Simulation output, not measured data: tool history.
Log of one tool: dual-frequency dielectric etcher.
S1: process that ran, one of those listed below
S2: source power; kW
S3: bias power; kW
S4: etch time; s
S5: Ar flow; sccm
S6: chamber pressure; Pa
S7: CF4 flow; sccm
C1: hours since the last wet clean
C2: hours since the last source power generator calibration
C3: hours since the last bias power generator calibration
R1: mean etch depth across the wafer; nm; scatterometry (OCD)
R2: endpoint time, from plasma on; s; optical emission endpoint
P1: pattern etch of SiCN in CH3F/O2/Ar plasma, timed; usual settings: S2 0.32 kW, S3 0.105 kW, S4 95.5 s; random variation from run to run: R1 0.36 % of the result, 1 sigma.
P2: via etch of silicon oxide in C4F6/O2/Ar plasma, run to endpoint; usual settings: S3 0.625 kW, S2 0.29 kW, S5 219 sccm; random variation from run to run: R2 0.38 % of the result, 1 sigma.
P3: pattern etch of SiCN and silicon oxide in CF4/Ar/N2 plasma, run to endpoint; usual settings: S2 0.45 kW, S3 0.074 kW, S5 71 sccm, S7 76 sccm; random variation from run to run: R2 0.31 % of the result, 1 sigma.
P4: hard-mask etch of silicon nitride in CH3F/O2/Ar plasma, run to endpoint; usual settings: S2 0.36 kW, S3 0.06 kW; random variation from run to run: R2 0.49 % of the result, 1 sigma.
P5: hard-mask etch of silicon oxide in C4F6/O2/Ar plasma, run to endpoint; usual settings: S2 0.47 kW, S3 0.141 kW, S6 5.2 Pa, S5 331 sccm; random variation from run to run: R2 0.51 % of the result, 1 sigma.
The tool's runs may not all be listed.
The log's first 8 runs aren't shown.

{"run": 9, "hour": 98.7, "S1": "P1", "S2": 0.32, "S3": 0.148, "S4": 95.5, "C1": 475.2, "C2": 1487.9, "C3": 2745.8, "R1": 45.739}
{"run": 10, "hour": 111.6, "S1": "P3", "S2": 0.45, "S3": 0.074, "S5": 71, "S7": 76, "C1": 488.1, "C2": 1500.8, "C3": 2758.7, "R2": 13.128}
{"run": 11, "hour": 118.9, "S1": "P1", "S2": 0.32, "S3": 0.105, "S4": 95.5, "C1": 495.4, "C2": 1508.1, "C3": 2766, "R1": 39.823}
{"run": 12, "hour": 132.4, "S1": "P2", "S2": 0.29, "S3": 0.811, "S5": 219, "C1": 508.9, "C2": 1521.6, "C3": 2779.5, "R2": 24.309}
{"run": 13, "hour": 140.4, "S1": "P4", "S2": 0.36, "S3": 0.08, "C1": 516.9, "C2": 1529.6, "C3": 2787.5, "R2": 70.68}
{"run": 14, "hour": 148.2, "S1": "P5", "S2": 0.47, "S3": 0.141, "S5": 331, "S6": 5.2, "C1": 524.7, "C2": 1537.4, "C3": 2795.3, "R2": 104.52}
{"run": 15, "hour": 156.6, "S1": "P2", "S2": 0.29, "S3": 0.625, "S5": 219, "C1": 533.1, "C2": 1545.8, "C3": 2803.7, "R2": 27.03}
{"run": 16, "hour": 164.4, "S1": "P3", "S2": 0.45, "S3": 0.074, "S5": 71, "S7": 99, "C1": 540.9, "C2": 1553.6, "C3": 2811.5, "R2": 12.633}
{"run": 17, "hour": 170.9, "S1": "P1", "S2": 0.25, "S3": 0.105, "S4": 61, "C1": 547.4, "C2": 1560.1, "C3": 2818, "R1": 23.154}
{"hour": 171.7, "done": "source power generator calibrated"}
{"run": 18, "hour": 181.6, "S1": "P1", "S2": 0.23, "S3": 0.105, "S4": 65, "C1": 558.1, "C2": 9.9, "C3": 2828.7, "R1": 24.005}
{"run": 19, "hour": 190.4, "S1": "P5", "S2": 0.47, "S3": 0.141, "S5": 331, "S6": 3.67, "C1": 566.9, "C2": 18.7, "C3": 2837.5, "R2": 100.29}
{"run": 20, "hour": 200.7, "S1": "P1", "S2": 0.32, "S3": 0.105, "S4": 95.5, "C1": 577.2, "C2": 29, "C3": 2847.8, "R1": 39.514}
{"run": 21, "hour": 211.4, "S1": "P5", "S2": 0.47, "S3": 0.17, "S5": 331, "S6": 5.2, "C1": 587.9, "C2": 39.7, "C3": 2858.5, "R2": 99.616}

The next listed run, before its measurement:
{"run": 22, "hour": 224.8, "S1": "P3", "S2": 0.45, "S3": 0.049, "S5": 71, "S7": 76, "C1": 601.3, "C2": 53.1, "C3": 2871.9, "R2": "?"}

{"run 22": {"R2": 14.802}}

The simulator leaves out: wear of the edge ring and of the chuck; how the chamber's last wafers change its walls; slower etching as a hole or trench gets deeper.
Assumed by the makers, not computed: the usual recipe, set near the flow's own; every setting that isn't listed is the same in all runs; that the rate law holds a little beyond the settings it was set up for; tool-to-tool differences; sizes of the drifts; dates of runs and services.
